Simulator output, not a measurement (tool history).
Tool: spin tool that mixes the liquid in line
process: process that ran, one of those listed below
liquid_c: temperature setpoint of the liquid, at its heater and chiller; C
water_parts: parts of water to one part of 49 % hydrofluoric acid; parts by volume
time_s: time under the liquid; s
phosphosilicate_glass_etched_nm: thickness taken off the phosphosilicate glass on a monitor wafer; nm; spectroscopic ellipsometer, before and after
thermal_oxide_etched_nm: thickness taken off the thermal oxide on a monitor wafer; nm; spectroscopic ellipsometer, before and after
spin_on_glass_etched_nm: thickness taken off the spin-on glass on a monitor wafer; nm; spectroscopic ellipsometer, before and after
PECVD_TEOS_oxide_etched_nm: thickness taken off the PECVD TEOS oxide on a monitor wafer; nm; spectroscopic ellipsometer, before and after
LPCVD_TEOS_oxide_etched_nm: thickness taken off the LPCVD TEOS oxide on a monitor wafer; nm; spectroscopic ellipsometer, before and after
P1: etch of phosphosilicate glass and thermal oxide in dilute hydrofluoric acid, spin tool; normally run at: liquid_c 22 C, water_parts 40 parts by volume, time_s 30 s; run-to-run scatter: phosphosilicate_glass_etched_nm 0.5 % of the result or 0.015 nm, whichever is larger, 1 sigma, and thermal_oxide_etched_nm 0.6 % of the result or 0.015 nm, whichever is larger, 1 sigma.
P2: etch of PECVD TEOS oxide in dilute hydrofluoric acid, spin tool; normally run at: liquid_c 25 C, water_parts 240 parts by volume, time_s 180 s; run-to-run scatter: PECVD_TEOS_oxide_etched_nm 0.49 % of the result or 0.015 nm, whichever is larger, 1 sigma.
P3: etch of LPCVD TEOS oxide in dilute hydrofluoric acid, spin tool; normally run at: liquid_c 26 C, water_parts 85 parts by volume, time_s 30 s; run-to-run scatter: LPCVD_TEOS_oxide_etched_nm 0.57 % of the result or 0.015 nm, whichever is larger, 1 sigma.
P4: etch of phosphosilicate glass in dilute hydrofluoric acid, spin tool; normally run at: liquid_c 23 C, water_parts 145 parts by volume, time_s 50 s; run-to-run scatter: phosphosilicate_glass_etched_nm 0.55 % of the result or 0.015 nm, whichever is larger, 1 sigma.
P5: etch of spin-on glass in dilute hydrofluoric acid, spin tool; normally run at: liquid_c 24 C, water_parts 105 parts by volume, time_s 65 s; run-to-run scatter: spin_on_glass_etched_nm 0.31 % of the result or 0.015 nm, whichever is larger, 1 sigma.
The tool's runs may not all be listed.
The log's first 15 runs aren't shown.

| run | hour | process | liquid_c | water_parts | time_s | phosphosilicate_glass_etched_nm | thermal_oxide_etched_nm | spin_on_glass_etched_nm | PECVD_TEOS_oxide_etched_nm | LPCVD_TEOS_oxide_etched_nm |
|---|---|---|---|---|---|---|---|---|---|---|
| 16 | 156.5 | P5 | 18 | 105 | 65 |  |  | 24.413 |  |  |
| 17 | 166.4 | P2 | 25 | 240 | 290 |  |  |  | 11.109 |  |
| 18 | 177.3 | P2 | 25 | 240 | 180 |  |  |  | 6.9013 |  |
| 19 | 188.4 | P4 | 23 | 80 | 50 | 77.213 |  |  |  |  |
| 20 | 196.8 | P5 | 24 | 105 | 65 |  |  | 31.307 |  |  |
| 21 | 210.1 | P1 | 26.5 | 40 | 60 | 140.83 | 8.6087 |  |  |  |
| 22 | 223.1 | P4 | 17 | 145 | 50 | 30.924 |  |  |  |  |
| 23 | 231.1 | P1 | 28 | 40 | 30 | 75.113 | 4.5808 |  |  |  |
| 24 | 242.1 | P3 | 26 | 85 | 15 |  |  |  |  | 5.013 |
| 25 | 248.7 | P1 | 22 | 40 | 30 | 58.998 | 3.5641 |  |  |  |
| 26 | 260.1 | P1 | 17 | 40 | 30 | 47.16 | 2.815 |  |  |  |
| 27 | 269.2 | P1 | 22 | 40 | 30 | 58.61 | 3.5476 |  |  |  |
| 28 | 279.7 | P1 | 22 | 40 | 55 | 108.18 | 6.503 |  |  |  |

Forecast run 29:
| 29 | 287.4 | P4 | 23 | 145 | 50 | ? |  |  |  |  |

{"run 29": {"phosphosilicate_glass_etched_nm": 39.716}}
